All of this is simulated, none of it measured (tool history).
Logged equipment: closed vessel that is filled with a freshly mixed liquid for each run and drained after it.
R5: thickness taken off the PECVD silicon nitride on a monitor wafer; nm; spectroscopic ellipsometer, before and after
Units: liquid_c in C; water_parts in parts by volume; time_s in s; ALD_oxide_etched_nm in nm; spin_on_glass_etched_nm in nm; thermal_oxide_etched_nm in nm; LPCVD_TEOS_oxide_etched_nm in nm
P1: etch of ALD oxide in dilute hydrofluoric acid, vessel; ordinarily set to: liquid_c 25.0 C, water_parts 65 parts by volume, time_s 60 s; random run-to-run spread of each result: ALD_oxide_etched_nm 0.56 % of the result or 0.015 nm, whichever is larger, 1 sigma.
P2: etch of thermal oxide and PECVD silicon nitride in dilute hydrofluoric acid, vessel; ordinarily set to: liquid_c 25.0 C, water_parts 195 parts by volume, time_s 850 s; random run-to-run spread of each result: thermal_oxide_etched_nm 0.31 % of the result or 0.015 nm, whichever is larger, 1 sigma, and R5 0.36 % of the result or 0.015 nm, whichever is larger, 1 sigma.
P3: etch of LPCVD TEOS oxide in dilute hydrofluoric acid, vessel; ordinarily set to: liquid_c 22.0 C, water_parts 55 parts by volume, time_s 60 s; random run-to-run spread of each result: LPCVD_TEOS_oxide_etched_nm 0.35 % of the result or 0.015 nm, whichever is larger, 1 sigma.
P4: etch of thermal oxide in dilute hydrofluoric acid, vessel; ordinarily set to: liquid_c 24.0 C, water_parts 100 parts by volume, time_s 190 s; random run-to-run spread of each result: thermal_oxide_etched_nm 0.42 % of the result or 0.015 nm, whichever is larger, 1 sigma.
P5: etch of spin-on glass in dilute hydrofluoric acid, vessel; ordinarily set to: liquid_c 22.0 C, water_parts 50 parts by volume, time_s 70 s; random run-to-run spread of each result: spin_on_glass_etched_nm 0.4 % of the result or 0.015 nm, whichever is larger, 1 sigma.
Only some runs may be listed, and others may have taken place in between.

run 1 hour=5.9 | process=P1 liquid_c=25.0 water_parts=65 time_s=60 | ALD_oxide_etched_nm=19.0630
run 2 hour=12.9 | process=P1 liquid_c=25.0 water_parts=40 time_s=85 | ALD_oxide_etched_nm=45.3270
run 3 hour=17.4 | process=P1 liquid_c=25.0 water_parts=105 time_s=60 | ALD_oxide_etched_nm=11.2410
run 4 hour=21.1 | process=P5 liquid_c=27.0 water_parts=50 time_s=70 | spin_on_glass_etched_nm=72.060
run 5 hour=27.2 | process=P1 liquid_c=25.0 water_parts=65 time_s=60 | ALD_oxide_etched_nm=18.9920
run 6 hour=34.8 | process=P1 liquid_c=25.0 water_parts=65 time_s=85 | ALD_oxide_etched_nm=27.0710
run 7 hour=42.4 | process=P4 liquid_c=24.0 water_parts=60 time_s=190 | thermal_oxide_etched_nm=14.7050
run 8 hour=49.6 | process=P3 liquid_c=26.0 water_parts=55 time_s=60 | LPCVD_TEOS_oxide_etched_nm=72.029
run 9 hour=57.5 | process=P1 liquid_c=25.0 water_parts=65 time_s=60 | ALD_oxide_etched_nm=18.9160
run 10 hour=62.3 | process=P1 liquid_c=30.0 water_parts=65 time_s=60 | ALD_oxide_etched_nm=23.3720
run 11 hour=70.0 | process=P5 liquid_c=22.0 water_parts=50 time_s=70 | spin_on_glass_etched_nm=58.138
run 12 hour=77.2 | process=P1 liquid_c=25.0 water_parts=65 time_s=30 | ALD_oxide_etched_nm=9.5403
run 13 hour=81.7 | process=P3 liquid_c=22.0 water_parts=20 time_s=60 | LPCVD_TEOS_oxide_etched_nm=175.520
run 14 hour=86.6 | process=P2 liquid_c=25.0 water_parts=195 time_s=850 | thermal_oxide_etched_nm=18.9210 R5=26.112
run 15 hour=92.0 | process=P1 liquid_c=25.0 water_parts=65 time_s=60 | ALD_oxide_etched_nm=19.1200
run 16 hour=99.4 | process=P5 liquid_c=22.0 water_parts=50 time_s=130 | spin_on_glass_etched_nm=108.650
run 17 hour=103.7 | process=P3 liquid_c=22.0 water_parts=55 time_s=60 | LPCVD_TEOS_oxide_etched_nm=61.123
run 18 hour=110.1 | process=P5 liquid_c=22.0 water_parts=20 time_s=70 | spin_on_glass_etched_nm=152.140
run 19 hour=114.4 | process=P4 liquid_c=30.0 water_parts=100 time_s=190 | thermal_oxide_etched_nm=10.5830
run 20 hour=121.9 | process=P2 liquid_c=25.0 water_parts=195 time_s=850 | thermal_oxide_etched_nm=18.9480 R5=26.095
run 21 hour=127.9 | process=P3 liquid_c=22.0 water_parts=55 time_s=90 | LPCVD_TEOS_oxide_etched_nm=91.424
run 22 hour=136.2 | process=P2 liquid_c=25.0 water_parts=120 time_s=850 | thermal_oxide_etched_nm=33.5760 R5=42.137
run 23 hour=141.1 | process=P1 liquid_c=25.0 water_parts=65 time_s=60 | ALD_oxide_etched_nm=19.1310
run 24 hour=147.4 | process=P1 liquid_c=25.0 water_parts=65 time_s=60 | ALD_oxide_etched_nm=18.9650
run 25 hour=151.8 | process=P1 liquid_c=19.5 water_parts=95 time_s=60 | ALD_oxide_etched_nm=10.1640
run 26 hour=158.7 | process=P4 liquid_c=24.0 water_parts=100 time_s=190 | thermal_oxide_etched_nm=8.4417
run 27 hour=164.8 | process=P4 liquid_c=24.0 water_parts=100 time_s=355 | thermal_oxide_etched_nm=15.8250
run 28 hour=170.9 | process=P2 liquid_c=17.0 water_parts=195 time_s=850 | thermal_oxide_etched_nm=13.9190 R5=15.506
run 29 hour=176.3 | process=P1 liquid_c=25.0 water_parts=25 time_s=60 | ALD_oxide_etched_nm=51.8640
run 30 hour=183.1 | process=P2 liquid_c=25.0 water_parts=195 time_s=1425 | thermal_oxide_etched_nm=31.9190 R5=43.736
run 31 hour=188.5 | process=P1 liquid_c=21.0 water_parts=65 time_s=60 | ALD_oxide_etched_nm=16.2710
run 32 hour=193.3 | process=P1 liquid_c=25.0 water_parts=65 time_s=60 | ALD_oxide_etched_nm=18.9670
run 33 hour=199.6 | process=P1 liquid_c=25.0 water_parts=65 time_s=60 | ALD_oxide_etched_nm=19.0650
run 34 hour=205.1 | process=P1 liquid_c=25.0 water_parts=65 time_s=60 | ALD_oxide_etched_nm=20.0370
run 35 hour=212.2 | process=P1 liquid_c=25.0 water_parts=65 time_s=60 | ALD_oxide_etched_nm=20.2900
run 36 hour=217.4 | process=P1 liquid_c=25.0 water_parts=65 time_s=60 | ALD_oxide_etched_nm=20.7550
run 37 hour=224.6 | process=P1 liquid_c=25.0 water_parts=65 time_s=60 | ALD_oxide_etched_nm=20.6290
run 38 hour=231.7 | process=P1 liquid_c=25.0 water_parts=65 time_s=60 | ALD_oxide_etched_nm=21.1360
run 39 hour=237.6 | process=P1 liquid_c=25.0 water_parts=65 time_s=60 | ALD_oxide_etched_nm=21.0120
run 40 hour=242.6 | process=P1 liquid_c=25.0 water_parts=65 time_s=60 | ALD_oxide_etched_nm=20.8020
run 41 hour=247.5 | process=P1 liquid_c=25.0 water_parts=65 time_s=60 | ALD_oxide_etched_nm=21.1450

Compared with where it was, what P1 gives has crept away. Each cause listed below fits the log as well as the rest, at the size given for it:
A: liquid hotter than its thermometer reads (K) = 2.44
B: hydrofluoric acid flow above the setpoint (%) = 9.38
The creep began at about hour 199.6.

Listed below are the offered check runs, one wafer per run, with question marks in place of results. For which of them would the causes give clearly different outcomes?
run check 1 hour=252.4 | process=P3 liquid_c=22.0 water_parts=55 time_s=60 | LPCVD_TEOS_oxide_etched_nm=?
run check 2 hour=252.4 | process=P2 liquid_c=25.0 water_parts=195 time_s=850 | thermal_oxide_etched_nm=? R5=?
run check 3 hour=252.4 | process=P5 liquid_c=22.0 water_parts=50 time_s=70 | spin_on_glass_etched_nm=?
run check 4 hour=252.4 | process=P4 liquid_c=24.0 water_parts=100 time_s=190 | thermal_oxide_etched_nm=?

What every check run would give for each of its results, assuming each possible cause in turn:
check=check_1 result=LPCVD_TEOS_oxide_etched_nm if_A=67.575 if_B=67.240
check=check_2 result=thermal_oxide_etched_nm if_A=20.6970 if_B=21.1160
check=check_2 result=R5 if_A=30.391 if_B=28.555
check=check_3 result=spin_on_glass_etched_nm if_A=64.707 if_B=64.326
check=check_4 result=thermal_oxide_etched_nm if_A=9.3010 if_B=9.3450
Gap, in per cent, between the two causes that each check separates least, read from the result that separates them most: check 1 0.5 %; check 2 6.23 %; check 3 0.59 %; check 4 0.47 %
Of the check runs offered, only check 2 discriminates between the causes; the rest would read about the same regardless of which cause applies.

With check 2 done, the readings were: thermal_oxide_etched_nm 20.7040 nm; R5 30.519 nm. Identify which of the listed causes applies.

The cause is A: liquid hotter than its thermometer reads (K).

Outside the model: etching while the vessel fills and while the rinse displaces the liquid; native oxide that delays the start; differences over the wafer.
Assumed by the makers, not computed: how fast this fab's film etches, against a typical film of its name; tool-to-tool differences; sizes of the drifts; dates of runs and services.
